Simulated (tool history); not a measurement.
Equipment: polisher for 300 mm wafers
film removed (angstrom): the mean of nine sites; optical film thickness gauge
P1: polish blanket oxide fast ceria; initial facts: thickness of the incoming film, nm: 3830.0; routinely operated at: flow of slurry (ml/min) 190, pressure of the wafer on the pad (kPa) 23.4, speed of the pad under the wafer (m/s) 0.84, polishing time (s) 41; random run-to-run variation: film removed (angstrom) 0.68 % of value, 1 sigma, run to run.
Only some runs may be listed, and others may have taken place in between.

run	hour	flow of slurry (ml/min)	pressure of the wafer on the pad (kPa)	speed of the pad under the wafer (m/s)	polishing time (s)	wafers polished on this pad	hours since the slurry nozzle was cleaned	hours since the head pressure was calibrated	film removed (angstrom)
1	5.2	190	23.4	0.84	41	304	159.7	466.5	7015.5
2	11.3	190	23.4	0.84	62	393	165.8	472.6	10543
3	15.4	290	15.2	0.84	41	452	169.9	476.7	4777.4
4	22.6	190	23.4	0.84	20	557	177.1	483.9	3464.9
5	27.9	190	23.4	1.2	41	634	182.4	489.2	9957.5
6	31.5	285	23.4	0.84	41	687	186	492.8	7452.5
7	35.1	190	23.4	0.84	41	739	189.6	496.4	7047.4
8	41.6	190	23.4	0.4	41	834	196.1	502.9	3387.5
9	47.9	190	23.4	0.84	41	925	202.4	509.2	7098
10	54.1	190	32.4	0.84	41	1016	208.6	515.4	9773
11	60.3	115	23.4	0.84	41	1106	214.8	521.6	6415.8
12	65.6	190	23.4	0.84	41	1183	220.1	526.9	7008.7
13	73	190	23.4	0.84	41	1291	227.5	534.3	7068.5
14	79.8	190	10.3	0.84	41	1390	234.3	541.1	3084.8
15	84.3	190	23.4	0.56	51	1455	238.8	545.6	5831.4
16	90.5	190	23.4	0.84	41	1545	245	551.8	7105.6
17	97.4	190	23.4	0.84	41	1646	251.9	558.7	6888
18	102.1	190	23.4	0.84	41	1714	256.6	563.4	6811
19	109.8	190	23.4	0.84	41	1826	264.3	571.1	6695.2
20	117.7	190	23.4	0.84	41	1941	272.2	579	6639.7
21	123.3	190	23.4	0.84	41	2023	277.8	584.6	6642.6
22	129.9	190	23.4	0.84	41	2119	284.4	591.2	6559.5
# hour 131.1: head pressure recalibrated
23	137.6	190	23.4	0.84	41	2231	292.1	6.6	6530.8
24	144.9	190	23.4	0.84	41	2337	299.4	13.9	6552.9

The log shows P1 creeping away from where it was. Any of the 2 causes listed here, at the size stated for it, fits the log just as well as the others:
A: removal rate lost through wear of the pad, % = 6.6
B: slurry flow missing at the pad, % = 33.3
At approximately hour 90.5, the process output began to creep.
The rest of the possible causes, and what rules out each one:
head's pressure below its setpoint, %: work on it at hour 131.1, done after the drift set in, did not restore what the process gave before

You are offered 4 check runs, listed below with question marks in place of their results; each one averages 2 wafers. Which run separates the listed causes by giving clearly different results for each?
check 1	152.2	190	13.8	0.84	25				?
check 2	152.2	190	23.4	0.84	59				?
check 3	152.2	190	13.8	0.84	41				?
check 4	152.2	120	23.4	0.84	41				?

What each check would give under each cause:
check	result	if A	if B
check 1	film removed (angstrom)	2361.1	2361.2
check 2	film removed (angstrom)	9472.8	9473.1
check 3	film removed (angstrom)	3872.2	3872.4
check 4	film removed (angstrom)	6079.5	5870.2
Distance between the nearest two causes, measured in the result of the check that separates them most: check 1 0 %; check 2 0 %; check 3 0 %; check 4 3.5 %
Only in check 4 would the causes give clearly different results; in the remaining checks their results would be nearly the same.

Running check 4 produced the following: film removed (angstrom) 6065.8. Which one of the listed causes fits?

It is A: removal rate lost through wear of the pad, %.
